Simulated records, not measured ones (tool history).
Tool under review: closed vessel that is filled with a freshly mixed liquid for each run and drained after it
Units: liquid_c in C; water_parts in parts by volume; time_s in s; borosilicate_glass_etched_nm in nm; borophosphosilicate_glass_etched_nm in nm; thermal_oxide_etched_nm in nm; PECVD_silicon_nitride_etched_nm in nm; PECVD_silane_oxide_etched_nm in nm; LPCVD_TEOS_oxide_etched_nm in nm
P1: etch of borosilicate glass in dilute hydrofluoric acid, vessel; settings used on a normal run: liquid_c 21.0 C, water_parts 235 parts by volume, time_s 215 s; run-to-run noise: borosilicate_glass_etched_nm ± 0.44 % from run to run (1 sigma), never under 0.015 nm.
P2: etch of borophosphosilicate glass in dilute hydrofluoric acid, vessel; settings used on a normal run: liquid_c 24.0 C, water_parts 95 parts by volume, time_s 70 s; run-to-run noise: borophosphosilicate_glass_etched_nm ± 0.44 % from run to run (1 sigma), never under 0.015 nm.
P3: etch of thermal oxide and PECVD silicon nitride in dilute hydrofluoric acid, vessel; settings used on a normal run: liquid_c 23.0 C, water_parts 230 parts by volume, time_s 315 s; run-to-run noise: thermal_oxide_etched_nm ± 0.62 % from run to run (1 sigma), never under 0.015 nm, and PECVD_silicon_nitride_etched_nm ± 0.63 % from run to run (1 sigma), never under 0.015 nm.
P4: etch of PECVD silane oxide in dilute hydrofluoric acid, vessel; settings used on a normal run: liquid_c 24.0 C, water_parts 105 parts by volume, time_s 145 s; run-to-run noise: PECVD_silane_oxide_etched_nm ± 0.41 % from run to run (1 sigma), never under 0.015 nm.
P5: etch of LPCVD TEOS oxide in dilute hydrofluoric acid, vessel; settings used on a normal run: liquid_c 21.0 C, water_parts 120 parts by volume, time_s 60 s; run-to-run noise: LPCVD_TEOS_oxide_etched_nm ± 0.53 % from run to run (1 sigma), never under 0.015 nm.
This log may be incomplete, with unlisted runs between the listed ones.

run	hour	process	liquid_c	water_parts	time_s	borosilicate_glass_etched_nm	borophosphosilicate_glass_etched_nm	thermal_oxide_etched_nm	PECVD_silicon_nitride_etched_nm	PECVD_silane_oxide_etched_nm	LPCVD_TEOS_oxide_etched_nm
1	5.2	P1	21.0	235	215	34.074					
2	12.5	P1	21.0	235	215	34.086					
3	20.1	P2	24.0	95	70		27.608				
4	30.4	P1	21.0	340	215	21.430					
5	41.2	P3	23.0	230	95			1.6925	1.3347		
6	47.3	P3	29.0	230	315			6.8759	6.3570		
7	56.8	P1	21.0	235	215	34.181					
8	63.9	P1	21.0	145	215	60.831					
9	69.0	P1	21.0	235	215	34.171					
10	74.5	P2	31.5	95	70		36.777				
11	84.3	P4	24.0	105	265					88.480	
12	95.1	P5	21.0	120	30						11.501
13	101.6	P1	21.0	235	215	34.194					
14	108.8	P2	24.0	95	115		45.010				
15	120.2	P1	21.0	235	215	34.206					
16	129.7	P4	24.0	105	145					48.193	
17	135.1	P5	28.0	120	60						30.398
18	143.7	P3	23.0	230	315			5.5252	4.4336		
19	153.1	P2	24.0	155	70		15.832				
20	164.4	P1	21.0	235	215	33.975					
21	170.8	P1	17.0	235	215	29.360					
22	182.1	P3	23.0	50	315			31.5290	19.7730		
23	187.5	P4	32.5	105	145					66.329	
24	198.7	P4	24.0	150	145					31.847	
25	208.5	P5	21.0	70	60						41.592

The next listed run, before its measurement:
26	214.7	P4	24.0	105	145					?	

Logged for run 26: PECVD_silane_oxide_etched_nm 48.179 nm.
